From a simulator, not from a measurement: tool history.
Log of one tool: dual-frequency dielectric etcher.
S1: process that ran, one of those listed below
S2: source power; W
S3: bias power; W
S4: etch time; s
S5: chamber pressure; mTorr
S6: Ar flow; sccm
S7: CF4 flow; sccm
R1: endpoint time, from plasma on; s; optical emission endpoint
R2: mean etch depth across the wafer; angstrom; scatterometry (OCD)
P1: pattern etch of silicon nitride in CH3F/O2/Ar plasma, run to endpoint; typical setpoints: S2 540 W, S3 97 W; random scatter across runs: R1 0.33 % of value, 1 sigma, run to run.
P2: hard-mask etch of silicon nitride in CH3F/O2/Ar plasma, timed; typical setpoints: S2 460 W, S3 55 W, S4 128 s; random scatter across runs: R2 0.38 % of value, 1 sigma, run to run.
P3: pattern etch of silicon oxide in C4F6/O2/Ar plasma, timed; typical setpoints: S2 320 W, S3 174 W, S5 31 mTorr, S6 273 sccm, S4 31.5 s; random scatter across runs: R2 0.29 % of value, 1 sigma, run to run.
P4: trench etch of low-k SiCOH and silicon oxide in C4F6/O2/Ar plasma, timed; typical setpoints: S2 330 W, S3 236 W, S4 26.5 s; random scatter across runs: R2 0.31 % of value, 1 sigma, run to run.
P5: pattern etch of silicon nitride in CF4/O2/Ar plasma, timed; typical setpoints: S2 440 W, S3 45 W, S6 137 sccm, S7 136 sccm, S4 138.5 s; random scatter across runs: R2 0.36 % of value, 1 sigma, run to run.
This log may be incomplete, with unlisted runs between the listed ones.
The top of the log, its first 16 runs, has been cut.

run   hour  S1   S2   S3     S4  S5   S6   S7      R1      R2
 17   76.7  P1  540   97                       39.642
 18   81.9  P1  540   97                       39.861
 19     85  P2  460   55   70.5                        465.27
 20   90.3  P4  330  236   26.5                        846.82
 21   93.8  P3  320  174   31.5  31  273               912.83
 22   98.2  P2  350   55    128                        756.21
 23  101.1  P1  540   97                       39.516
 24  105.2  P5  440   29  138.5      137  136          1927.5

Expected results for the next run?
 25  110.3  P4  330  236  17                   ?

R2: 541.75 angstrom
